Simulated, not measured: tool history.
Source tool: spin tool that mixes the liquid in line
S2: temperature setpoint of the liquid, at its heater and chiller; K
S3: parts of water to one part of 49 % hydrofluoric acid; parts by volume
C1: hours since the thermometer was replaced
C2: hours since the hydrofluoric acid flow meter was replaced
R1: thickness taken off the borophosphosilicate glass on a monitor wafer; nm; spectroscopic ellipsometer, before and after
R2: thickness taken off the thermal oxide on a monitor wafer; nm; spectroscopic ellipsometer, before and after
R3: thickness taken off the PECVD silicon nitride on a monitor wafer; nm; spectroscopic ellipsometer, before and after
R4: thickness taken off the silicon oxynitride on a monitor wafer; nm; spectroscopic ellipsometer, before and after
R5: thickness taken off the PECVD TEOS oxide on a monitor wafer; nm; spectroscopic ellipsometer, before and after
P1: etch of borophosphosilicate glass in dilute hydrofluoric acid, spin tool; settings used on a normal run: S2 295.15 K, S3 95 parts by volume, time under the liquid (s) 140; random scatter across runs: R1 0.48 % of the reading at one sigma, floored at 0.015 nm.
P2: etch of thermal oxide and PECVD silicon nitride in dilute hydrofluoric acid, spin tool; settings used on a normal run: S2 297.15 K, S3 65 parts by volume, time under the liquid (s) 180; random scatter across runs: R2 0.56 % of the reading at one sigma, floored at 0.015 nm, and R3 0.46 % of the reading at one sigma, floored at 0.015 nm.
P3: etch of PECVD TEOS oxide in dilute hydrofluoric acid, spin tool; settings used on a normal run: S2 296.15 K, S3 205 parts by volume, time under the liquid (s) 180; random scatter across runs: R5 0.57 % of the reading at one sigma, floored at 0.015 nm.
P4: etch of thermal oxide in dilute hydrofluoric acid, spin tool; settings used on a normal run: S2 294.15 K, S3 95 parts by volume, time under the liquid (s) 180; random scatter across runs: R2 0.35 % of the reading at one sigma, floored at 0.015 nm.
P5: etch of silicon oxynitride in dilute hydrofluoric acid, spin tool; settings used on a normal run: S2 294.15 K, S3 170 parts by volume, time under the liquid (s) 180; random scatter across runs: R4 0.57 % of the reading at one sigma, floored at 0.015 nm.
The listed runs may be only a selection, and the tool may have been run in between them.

run 1 hour=5.0 | process_that_ran=P1 S2=295.15 S3=95 time_under_the_liquid_(s)=140 | C1=1386.9 C2=388.5 | R1=35.347
run 2 hour=10.1 | process_that_ran=P1 S2=295.15 S3=95 time_under_the_liquid_(s)=55 | C1=1392.0 C2=393.6 | R1=13.858
run 3 hour=13.4 | process_that_ran=P4 S2=294.15 S3=95 time_under_the_liquid_(s)=180 | C1=1395.3 C2=396.9 | R2=8.0105
run 4 hour=16.7 | process_that_ran=P2 S2=297.15 S3=65 time_under_the_liquid_(s)=180 | C1=1398.6 C2=400.2 | R2=13.2050 R3=13.9320
run 5 hour=22.5 | process_that_ran=P1 S2=295.15 S3=35 time_under_the_liquid_(s)=140 | C1=1404.4 C2=406.0 | R1=103.500
run 6 hour=27.7 | process_that_ran=P1 S2=295.15 S3=95 time_under_the_liquid_(s)=245 | C1=1409.6 C2=411.2 | R1=61.980
run 7 hour=33.1 | process_that_ran=P1 S2=295.15 S3=175 time_under_the_liquid_(s)=140 | C1=1415.0 C2=416.6 | R1=17.606
run 8 hour=38.1 | process_that_ran=P1 S2=290.15 S3=130 time_under_the_liquid_(s)=140 | C1=1420.0 C2=421.6 | R1=20.263
run 9 hour=41.0 | process_that_ran=P4 S2=294.15 S3=95 time_under_the_liquid_(s)=310 | C1=1422.9 C2=424.5 | R2=13.8110
run 10 hour=46.4 | process_that_ran=P1 S2=295.15 S3=95 time_under_the_liquid_(s)=140 | C1=1428.3 C2=429.9 | R1=35.381
run 11 hour=51.4 | process_that_ran=P1 S2=295.15 S3=25 time_under_the_liquid_(s)=70 | C1=1433.3 C2=434.9 | R1=73.535
run 12 hour=57.5 | process_that_ran=P5 S2=290.15 S3=170 time_under_the_liquid_(s)=180 | C1=1439.4 C2=441.0 | R4=3.1220
run 13 hour=61.7 | process_that_ran=P2 S2=293.15 S3=65 time_under_the_liquid_(s)=180 | C1=1443.6 C2=445.2 | R2=11.2640 R3=10.5290
run 14 hour=67.4 | process_that_ran=P2 S2=297.15 S3=65 time_under_the_liquid_(s)=30 | C1=1449.3 C2=450.9 | R2=2.1741 R3=2.2936
run 15 hour=71.9 | process_that_ran=P1 S2=295.15 S3=95 time_under_the_liquid_(s)=140 | C1=1453.8 C2=455.4 | R1=35.500
run 16 hour=77.8 | process_that_ran=P3 S2=290.15 S3=205 time_under_the_liquid_(s)=180 | C1=1459.7 C2=461.3 | R5=5.2156
run 17 hour=82.3 | process_that_ran=P5 S2=294.15 S3=170 time_under_the_liquid_(s)=75 | C1=1464.2 C2=465.8 | R4=1.5856
run 18 hour=85.7 | process_that_ran=P3 S2=296.15 S3=205 time_under_the_liquid_(s)=180 | C1=1467.6 C2=469.2 | R5=6.5844
run 19 hour=90.7 | process_that_ran=P4 S2=302.15 S3=95 time_under_the_liquid_(s)=180 | C1=1472.6 C2=474.2 | R2=10.9550
run 20 hour=93.8 | process_that_ran=P5 S2=294.15 S3=170 time_under_the_liquid_(s)=180 | C1=1475.7 C2=477.3 | R4=3.7718
run 21 hour=96.6 | process_that_ran=P2 S2=297.15 S3=105 time_under_the_liquid_(s)=180 | C1=1478.5 C2=480.1 | R2=7.7818 R3=8.6405
-- hour=100.7 thermometer replaced
run 22 hour=102.1 | process_that_ran=P3 S2=296.15 S3=95 time_under_the_liquid_(s)=180 | C1=1.4 C2=485.6 | R5=16.2560

Run 23 is up next; what results do you expect?
run 23 hour=106.1 | process_that_ran=P4 S2=294.15 S3=95 time_under_the_liquid_(s)=180 | C1=5.4 C2=489.6 | R2=?

R2: 7.9673 nm
